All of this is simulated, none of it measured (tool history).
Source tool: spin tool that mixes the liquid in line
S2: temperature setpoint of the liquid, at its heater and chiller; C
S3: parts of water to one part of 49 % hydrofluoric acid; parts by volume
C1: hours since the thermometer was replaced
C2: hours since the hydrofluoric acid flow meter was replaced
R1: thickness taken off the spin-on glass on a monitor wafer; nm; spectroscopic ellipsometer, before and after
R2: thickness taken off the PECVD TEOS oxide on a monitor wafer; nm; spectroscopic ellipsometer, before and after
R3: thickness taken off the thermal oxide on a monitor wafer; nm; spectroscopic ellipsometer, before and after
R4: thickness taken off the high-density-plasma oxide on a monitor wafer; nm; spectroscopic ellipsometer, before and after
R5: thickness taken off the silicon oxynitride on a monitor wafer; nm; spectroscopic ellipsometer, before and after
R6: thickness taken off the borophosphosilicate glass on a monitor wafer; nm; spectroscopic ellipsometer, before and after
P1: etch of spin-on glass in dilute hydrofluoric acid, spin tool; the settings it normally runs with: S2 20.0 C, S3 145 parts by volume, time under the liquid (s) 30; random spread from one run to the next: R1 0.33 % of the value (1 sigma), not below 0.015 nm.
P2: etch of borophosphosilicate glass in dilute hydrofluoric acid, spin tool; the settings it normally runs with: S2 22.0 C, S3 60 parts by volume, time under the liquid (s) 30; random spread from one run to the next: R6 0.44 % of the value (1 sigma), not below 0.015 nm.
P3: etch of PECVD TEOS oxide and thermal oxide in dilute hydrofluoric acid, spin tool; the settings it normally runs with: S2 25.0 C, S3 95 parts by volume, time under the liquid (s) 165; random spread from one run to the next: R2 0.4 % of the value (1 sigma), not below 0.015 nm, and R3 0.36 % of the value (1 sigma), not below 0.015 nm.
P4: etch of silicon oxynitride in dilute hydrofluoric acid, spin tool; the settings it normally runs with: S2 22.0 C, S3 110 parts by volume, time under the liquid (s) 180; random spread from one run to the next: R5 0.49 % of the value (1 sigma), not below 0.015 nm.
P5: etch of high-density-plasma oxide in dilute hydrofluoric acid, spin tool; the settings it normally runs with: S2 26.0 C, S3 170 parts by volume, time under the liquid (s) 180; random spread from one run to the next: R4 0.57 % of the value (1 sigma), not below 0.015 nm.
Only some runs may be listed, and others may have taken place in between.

{"run": 1, "day": 0.196, "process that ran": "P1", "S2": 20.0, "S3": 145, "time under the liquid (s)": 30, "C1": 540.6, "C2": 143.5, "R1": 9.5233}
{"run": 2, "day": 0.392, "process that ran": "P1", "S2": 20.0, "S3": 145, "time under the liquid (s)": 30, "C1": 545.3, "C2": 148.2, "R1": 9.5724}
{"run": 3, "day": 0.646, "process that ran": "P3", "S2": 25.0, "S3": 95, "time under the liquid (s)": 165, "C1": 551.4, "C2": 154.3, "R2": 15.593, "R3": 8.878}
{"run": 4, "day": 1.05, "process that ran": "P1", "S2": 20.0, "S3": 95, "time under the liquid (s)": 30, "C1": 561.1, "C2": 164.0, "R1": 15.311}
{"run": 5, "day": 1.242, "process that ran": "P5", "S2": 26.0, "S3": 170, "time under the liquid (s)": 15, "C1": 565.7, "C2": 168.6, "R4": 0.80055}
{"run": 6, "day": 1.433, "process that ran": "P4", "S2": 22.0, "S3": 110, "time under the liquid (s)": 180, "C1": 570.3, "C2": 173.2, "R5": 5.5671}
{"run": 7, "day": 1.683, "process that ran": "P1", "S2": 20.0, "S3": 145, "time under the liquid (s)": 15, "C1": 576.3, "C2": 179.2, "R1": 4.8127}
{"run": 8, "day": 1.929, "process that ran": "P3", "S2": 32.0, "S3": 95, "time under the liquid (s)": 165, "C1": 582.2, "C2": 185.1, "R2": 20.445, "R3": 11.655}
{"run": 9, "day": 2.117, "process that ran": "P2", "S2": 22.0, "S3": 100, "time under the liquid (s)": 30, "C1": 586.7, "C2": 189.6, "R6": 8.7703}
{"run": 10, "day": 2.392, "process that ran": "P3", "S2": 25.0, "S3": 95, "time under the liquid (s)": 165, "C1": 593.3, "C2": 196.2, "R2": 15.678, "R3": 8.9016}
{"run": 11, "day": 2.738, "process that ran": "P3", "S2": 25.0, "S3": 20, "time under the liquid (s)": 165, "C1": 601.6, "C2": 204.5, "R2": 82.507, "R3": 46.693}
{"run": 12, "day": 3.042, "process that ran": "P3", "S2": 25.0, "S3": 95, "time under the liquid (s)": 30, "C1": 608.9, "C2": 211.8, "R2": 2.8624, "R3": 1.6196}
{"run": 13, "day": 3.238, "process that ran": "P1", "S2": 20.0, "S3": 195, "time under the liquid (s)": 15, "C1": 613.6, "C2": 216.5, "R1": 3.3921}
{"run": 14, "day": 3.442, "process that ran": "P1", "S2": 20.0, "S3": 145, "time under the liquid (s)": 55, "C1": 618.5, "C2": 221.4, "R1": 17.501}
{"run": 15, "day": 3.842, "process that ran": "P5", "S2": 18.5, "S3": 170, "time under the liquid (s)": 180, "C1": 628.1, "C2": 231.0, "R4": 7.383}
{"run": 16, "day": 4.033, "process that ran": "P1", "S2": 20.0, "S3": 250, "time under the liquid (s)": 15, "C1": 632.7, "C2": 235.6, "R1": 2.4703}
{"run": 17, "day": 4.288, "process that ran": "P2", "S2": 17.0, "S3": 60, "time under the liquid (s)": 30, "C1": 638.8, "C2": 241.7, "R6": 12.413}
{"run": 18, "day": 4.688, "process that ran": "P5", "S2": 26.0, "S3": 170, "time under the liquid (s)": 180, "C1": 648.4, "C2": 251.3, "R4": 9.8763}
{"run": 19, "day": 4.988, "process that ran": "P1", "S2": 20.0, "S3": 145, "time under the liquid (s)": 30, "C1": 655.6, "C2": 258.5, "R1": 9.5525}
{"run": 20, "day": 5.388, "process that ran": "P2", "S2": 22.0, "S3": 60, "time under the liquid (s)": 30, "C1": 665.2, "C2": 268.1, "R6": 15.37}
{"run": 21, "day": 5.771, "process that ran": "P1", "S2": 26.0, "S3": 145, "time under the liquid (s)": 30, "C1": 674.4, "C2": 277.3, "R1": 12.052}
{"run": 22, "day": 6.179, "process that ran": "P2", "S2": 22.0, "S3": 60, "time under the liquid (s)": 30, "C1": 684.2, "C2": 287.1, "R6": 15.377}
{"run": 23, "day": 6.483, "process that ran": "P1", "S2": 17.0, "S3": 145, "time under the liquid (s)": 30, "C1": 691.5, "C2": 294.4, "R1": 8.4181}
{"run": 24, "day": 6.721, "process that ran": "P1", "S2": 20.0, "S3": 145, "time under the liquid (s)": 30, "C1": 697.2, "C2": 300.1, "R1": 9.5804}
{"run": 25, "day": 7.096, "process that ran": "P4", "S2": 22.0, "S3": 110, "time under the liquid (s)": 340, "C1": 706.2, "C2": 309.1, "R5": 10.538}
{"run": 26, "day": 7.333, "process that ran": "P1", "S2": 17.0, "S3": 90, "time under the liquid (s)": 30, "C1": 711.9, "C2": 314.8, "R1": 14.373}
{"run": 27, "day": 7.529, "process that ran": "P4", "S2": 22.0, "S3": 25, "time under the liquid (s)": 180, "C1": 716.6, "C2": 319.5, "R5": 26.43}
{"run": 28, "day": 7.783, "process that ran": "P4", "S2": 22.0, "S3": 110, "time under the liquid (s)": 180, "C1": 722.7, "C2": 325.6, "R5": 5.5847}
{"run": 29, "day": 8.083, "process that ran": "P1", "S2": 20.0, "S3": 255, "time under the liquid (s)": 30, "C1": 729.9, "C2": 332.8, "R1": 4.8344}
{"day": 8.196, "done": "hydrofluoric acid flow meter replaced"}
{"run": 30, "day": 8.371, "process that ran": "P1", "S2": 20.0, "S3": 145, "time under the liquid (s)": 30, "C1": 736.8, "C2": 4.2, "R1": 9.5311}
{"run": 31, "day": 8.621, "process that ran": "P4", "S2": 17.0, "S3": 110, "time under the liquid (s)": 180, "C1": 742.8, "C2": 10.2, "R5": 4.4212}
{"run": 32, "day": 8.879, "process that ran": "P1", "S2": 20.0, "S3": 145, "time under the liquid (s)": 30, "C1": 749.0, "C2": 16.4, "R1": 9.495}
{"run": 33, "day": 9.283, "process that ran": "P5", "S2": 26.0, "S3": 270, "time under the liquid (s)": 180, "C1": 758.7, "C2": 26.1, "R4": 5.5053}
{"run": 34, "day": 9.529, "process that ran": "P2", "S2": 22.0, "S3": 60, "time under the liquid (s)": 60, "C1": 764.6, "C2": 32.0, "R6": 30.415}
{"run": 35, "day": 9.812, "process that ran": "P1", "S2": 20.0, "S3": 145, "time under the liquid (s)": 30, "C1": 771.4, "C2": 38.8, "R1": 9.4424}
{"run": 36, "day": 10.125, "process that ran": "P1", "S2": 20.0, "S3": 145, "time under the liquid (s)": 30, "C1": 778.9, "C2": 46.3, "R1": 9.9669}
{"run": 37, "day": 10.546, "process that ran": "P1", "S2": 20.0, "S3": 145, "time under the liquid (s)": 30, "C1": 789.0, "C2": 56.4, "R1": 10.206}
{"run": 38, "day": 10.858, "process that ran": "P1", "S2": 20.0, "S3": 145, "time under the liquid (s)": 30, "C1": 796.5, "C2": 63.9, "R1": 10.259}
{"run": 39, "day": 11.271, "process that ran": "P1", "S2": 20.0, "S3": 145, "time under the liquid (s)": 30, "C1": 806.4, "C2": 73.8, "R1": 10.406}
{"run": 40, "day": 11.471, "process that ran": "P1", "S2": 20.0, "S3": 145, "time under the liquid (s)": 30, "C1": 811.2, "C2": 78.6, "R1": 10.418}

Estimate the outcome of run 41 from the log above:
{"run": 41, "day": 11.788, "process that ran": "P1", "S2": 20.0, "S3": 145, "time under the liquid (s)": 30, "C1": 818.8, "C2": 86.2, "R1": "?"}

{"run 41": {"R1": 10.361}}
